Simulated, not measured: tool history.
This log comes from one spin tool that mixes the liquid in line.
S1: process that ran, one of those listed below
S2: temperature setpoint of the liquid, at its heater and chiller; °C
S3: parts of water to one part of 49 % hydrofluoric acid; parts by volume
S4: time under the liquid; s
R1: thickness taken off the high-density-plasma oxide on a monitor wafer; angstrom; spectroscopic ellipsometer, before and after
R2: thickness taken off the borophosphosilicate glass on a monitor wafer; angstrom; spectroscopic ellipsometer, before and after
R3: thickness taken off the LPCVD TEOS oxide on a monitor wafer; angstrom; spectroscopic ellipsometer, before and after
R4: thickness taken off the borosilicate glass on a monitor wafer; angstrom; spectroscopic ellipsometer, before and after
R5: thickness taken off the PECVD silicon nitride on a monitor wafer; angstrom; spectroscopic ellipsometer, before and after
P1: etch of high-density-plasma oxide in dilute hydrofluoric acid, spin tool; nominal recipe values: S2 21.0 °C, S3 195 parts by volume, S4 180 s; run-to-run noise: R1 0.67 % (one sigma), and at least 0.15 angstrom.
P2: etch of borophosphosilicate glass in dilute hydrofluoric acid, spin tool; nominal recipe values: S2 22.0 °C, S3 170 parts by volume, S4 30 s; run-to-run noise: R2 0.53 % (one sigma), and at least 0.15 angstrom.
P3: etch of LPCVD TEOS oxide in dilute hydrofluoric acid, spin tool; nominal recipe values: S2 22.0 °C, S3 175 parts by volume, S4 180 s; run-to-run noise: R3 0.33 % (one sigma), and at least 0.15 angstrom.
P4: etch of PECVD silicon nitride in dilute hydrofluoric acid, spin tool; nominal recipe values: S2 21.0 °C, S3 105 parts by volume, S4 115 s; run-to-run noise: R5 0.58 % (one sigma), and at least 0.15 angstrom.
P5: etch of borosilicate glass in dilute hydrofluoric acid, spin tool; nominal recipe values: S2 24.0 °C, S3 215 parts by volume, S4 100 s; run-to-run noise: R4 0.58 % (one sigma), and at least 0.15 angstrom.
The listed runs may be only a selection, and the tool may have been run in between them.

run   hour  S1    S2   S3   S4      R1       R2      R3      R4      R5
  1   12.1  P1  21.0  195  180  37.962
  2   19.0  P2  22.0   35   30          478.850
  3   32.3  P3  22.0  175  180                   228.74
      38.8  -- thermometer replaced
  4   44.9  P1  21.0  195  180  37.229
  5   55.2  P1  29.0  195  180  50.729
  6   69.9  P1  21.0  195  180  37.674
  7   83.8  P1  21.0  195   75  15.290
  8   93.0  P5  29.0  215  100                           254.32
  9  100.0  P1  17.0   80  180  87.118
 10  110.2  P4  21.0  180  115                                   28.371
 11  121.8  P5  24.0  215  190                           404.69
 12  136.1  P4  26.0  105  115                                   65.933
 13  144.8  P1  21.0  195  315  66.013
 14  158.8  P3  22.0  175   85                   108.59
 15  166.5  P4  21.0  105  115                                   48.102
 16  179.0  P1  21.0  195  180  37.357
     188.9  -- hydrofluoric acid flow meter replaced
 17  189.8  P1  21.0  195  180  37.438
 18  199.9  P2  25.5  170   30           95.707
 19  211.0  P5  24.0  315  100                           130.36
 20  220.5  P2  22.0  170   55          153.150
 21  235.1  P4  21.0  105   50                                   20.558
 22  247.8  P2  22.0  170   30           83.679
 23  261.2  P1  21.0  355  180  18.049
 24  276.7  P1  21.0  115  180  69.794
 25  285.2  P1  17.0  195  180  32.052
 26  295.8  P3  22.0   60  180                   763.92
 27  303.6  P5  24.0  215  100                           213.11
 28  314.8  P3  30.0  175  180                   307.57
 29  329.3  P1  21.0  195  180  37.619
 30  339.7  P1  21.0  195  180  37.610
 31  355.0  P1  21.0  195  180  36.775
 32  368.6  P1  21.0  195  180  35.635
 33  381.6  P1  21.0  195  180  36.186
 34  388.7  P1  21.0  195  180  35.111
 35  404.1  P1  21.0  195  180  35.293
 36  419.5  P1  21.0  195  180  35.522
 37  431.7  P1  21.0  195  180  35.188

What P1 gives has crept off from where it sat before. The 2 causes that follow fit the log equally well, each at the size noted:
A: hydrofluoric acid flow below the setpoint (%) = 5.14
B: liquid colder than its thermometer reads (K) = 1.64
At approximately hour 339.7, the process output began to creep.

Which of the 4 check runs listed below separates the causes, so that each cause would produce a clearly different result? Each run uses one wafer, and its results are marked with question marks.
check 1  443.9  P2  22.0  170   30       ?
check 2  443.9  P5  24.0  215  100               ?
check 3  443.9  P3  22.0  175  180           ?
check 4  443.9  P4  21.0  105  115                   ?

Expected result of each check under each candidate cause:
  check  result    if A    if B
check 1      R2  78.425  78.332
check 2      R4  198.62  199.50
check 3      R3  215.50  215.33
check 4      R5  45.483  42.851
Separation of the two closest causes in each check, using whichever result separates them best: check 1 0.12 %; check 2 0.44 %; check 3 0.08 %; check 4 5.96 %
Check 4 tells the causes apart: in the others they would give nearly the same result.

Here is what check 4 returned: R5 45.371 angstrom. Which cause is it?

The cause is A: hydrofluoric acid flow below the setpoint (%).

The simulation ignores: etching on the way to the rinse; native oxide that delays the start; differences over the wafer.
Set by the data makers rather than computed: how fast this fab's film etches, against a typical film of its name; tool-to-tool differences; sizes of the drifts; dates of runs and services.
